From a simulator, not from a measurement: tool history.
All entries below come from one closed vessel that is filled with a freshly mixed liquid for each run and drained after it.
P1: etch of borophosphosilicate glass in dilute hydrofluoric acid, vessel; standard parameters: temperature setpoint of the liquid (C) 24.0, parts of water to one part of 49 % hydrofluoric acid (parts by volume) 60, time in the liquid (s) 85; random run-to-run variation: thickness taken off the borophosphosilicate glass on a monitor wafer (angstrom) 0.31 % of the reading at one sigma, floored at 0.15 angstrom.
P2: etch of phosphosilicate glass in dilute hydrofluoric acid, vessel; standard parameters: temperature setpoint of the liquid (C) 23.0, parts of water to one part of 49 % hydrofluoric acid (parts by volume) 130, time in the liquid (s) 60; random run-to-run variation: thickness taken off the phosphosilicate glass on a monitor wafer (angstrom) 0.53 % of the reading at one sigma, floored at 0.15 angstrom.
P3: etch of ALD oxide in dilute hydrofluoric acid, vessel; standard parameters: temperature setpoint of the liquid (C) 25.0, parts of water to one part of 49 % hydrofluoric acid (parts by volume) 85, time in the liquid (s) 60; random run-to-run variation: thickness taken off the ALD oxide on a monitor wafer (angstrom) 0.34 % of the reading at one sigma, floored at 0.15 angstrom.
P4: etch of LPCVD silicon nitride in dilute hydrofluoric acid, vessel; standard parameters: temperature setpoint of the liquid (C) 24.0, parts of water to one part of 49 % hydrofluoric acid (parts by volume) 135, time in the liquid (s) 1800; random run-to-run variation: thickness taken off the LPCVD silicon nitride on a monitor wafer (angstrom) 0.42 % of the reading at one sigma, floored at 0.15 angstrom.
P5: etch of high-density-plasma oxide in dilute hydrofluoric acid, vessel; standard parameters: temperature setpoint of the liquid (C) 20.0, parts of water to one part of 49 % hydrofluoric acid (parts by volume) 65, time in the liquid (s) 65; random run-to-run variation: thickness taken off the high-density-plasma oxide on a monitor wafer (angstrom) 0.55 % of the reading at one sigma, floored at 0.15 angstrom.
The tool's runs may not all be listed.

run	day	process that ran	temperature setpoint of the liquid (C)	parts of water to one part of 49 % hydrofluoric acid (parts by volume)	time in the liquid (s)	hours since the thermometer was replaced	hours since the hydrofluoric acid flow meter was replaced	thickness taken off the borophosphosilicate glass on a monitor wafer (angstrom)	thickness taken off the ALD oxide on a monitor wafer (angstrom)	thickness taken off the phosphosilicate glass on a monitor wafer (angstrom)	thickness taken off the high-density-plasma oxide on a monitor wafer (angstrom)	thickness taken off the LPCVD silicon nitride on a monitor wafer (angstrom)
1	0.200	P1	24.0	60	85	846.1	786.9	536.43				
2	0.308	P1	31.5	60	85	848.7	789.5	721.88				
3	0.429	P3	25.0	85	60	851.6	792.4		210.36			
4	0.550	P1	24.0	85	85	854.5	795.3	367.76				
# day 0.608: hydrofluoric acid flow meter replaced
5	0.779	P1	24.0	60	85	860.0	4.1	537.93				
6	0.925	P1	24.0	60	30	863.5	7.6	189.58				
7	1.121	P1	24.0	20	85	868.2	12.3	1699.50				
8	1.271	P2	23.0	130	30	871.8	15.9			239.68		
9	1.396	P5	20.0	35	65	874.8	18.9				113.910	
10	1.633	P3	25.0	45	60	880.5	24.6		417.02			
11	1.862	P1	17.0	60	30	886.0	30.1	141.45				
12	2.088	P1	24.0	60	85	891.4	35.5	538.28				
13	2.288	P2	23.0	45	60	896.2	40.3			1546.30		
14	2.500	P1	18.0	60	85	901.3	45.4	417.75				
15	2.704	P1	24.0	60	85	906.2	50.3	538.44				
16	2.879	P2	23.0	130	60	910.4	54.5			483.81		
17	3.012	P4	24.0	135	1800	913.6	57.7					67.378
18	3.150	P1	24.0	60	155	916.9	61.0	983.35				
19	3.358	P1	24.0	60	85	921.9	66.0	539.48				
20	3.596	P5	20.0	65	95	927.6	71.7				86.836	
21	3.846	P3	25.0	85	120	933.6	77.7		418.93			
22	4.004	P4	24.0	135	3385	937.4	81.5					127.700
23	4.192	P4	18.5	135	1800	941.9	86.0					46.817
24	4.312	P4	24.0	30	1800	944.8	88.9					297.610
25	4.454	P3	25.0	85	60	948.2	92.3		210.27			
26	4.592	P2	17.0	130	60	951.5	95.6			377.63		
27	4.767	P3	19.0	85	60	955.7	99.8		163.90			
28	5.021	P5	20.0	65	65	961.8	105.9				59.186	
29	5.188	P5	20.0	65	65	965.8	109.9				59.173	
30	5.312	P5	17.0	65	65	968.8	112.9				52.197	
31	5.433	P1	17.5	60	145	971.7	115.8	699.32				
32	5.688	P1	24.0	60	85	977.8	121.9	536.32				
33	5.850	P1	24.0	60	85	981.7	125.8	554.79				
34	6.067	P1	24.0	60	85	986.9	131.0	570.06				
35	6.225	P1	24.0	60	85	990.7	134.8	573.70				
36	6.400	P1	24.0	60	85	994.9	139.0	576.74				
37	6.633	P1	24.0	60	85	1000.5	144.6	576.82				
38	6.846	P1	24.0	60	85	1005.6	149.7	578.58				

What P1 gives has crept off from where it sat before. The 2 causes that follow fit the log equally well, each at the size noted:
A: hydrofluoric acid flow above the setpoint (%) = 7.21
B: liquid hotter than its thermometer reads (K) = 1.85
Creep in the process output first set in at about day 5.688.

Each of the 4 check runs below uses one wafer; its results are left as question marks. Which run tells the causes apart?
check 1	7.058	P3	25.0	50	110				?			
check 2	7.058	P5	20.0	50	65						?	
check 3	7.058	P4	20.5	50	1800							?
check 4	7.058	P2	23.0	45	30					?		

Predicted outcomes, by check and by cause:
check	result	if A	if B
check 1	thickness taken off the ALD oxide on a monitor wafer (angstrom)	737.14	737.76
check 2	thickness taken off the high-density-plasma oxide on a monitor wafer (angstrom)	84.660	85.033
check 3	thickness taken off the LPCVD silicon nitride on a monitor wafer (angstrom)	152.500	161.850
check 4	thickness taken off the phosphosilicate glass on a monitor wafer (angstrom)	836.00	838.37
Per-check spread between the two closest causes, in the result where they differ most: check 1 0.08 %; check 2 0.44 %; check 3 5.95 %; check 4 0.28 %
Only check 3 tells the causes apart: in the others they would give nearly the same result.

Check 3 was carried out, with these results: thickness taken off the LPCVD silicon nitride on a monitor wafer (angstrom) 152.320. Which of the listed causes is responsible?

Of the candidate causes, it is A: hydrofluoric acid flow above the setpoint (%).
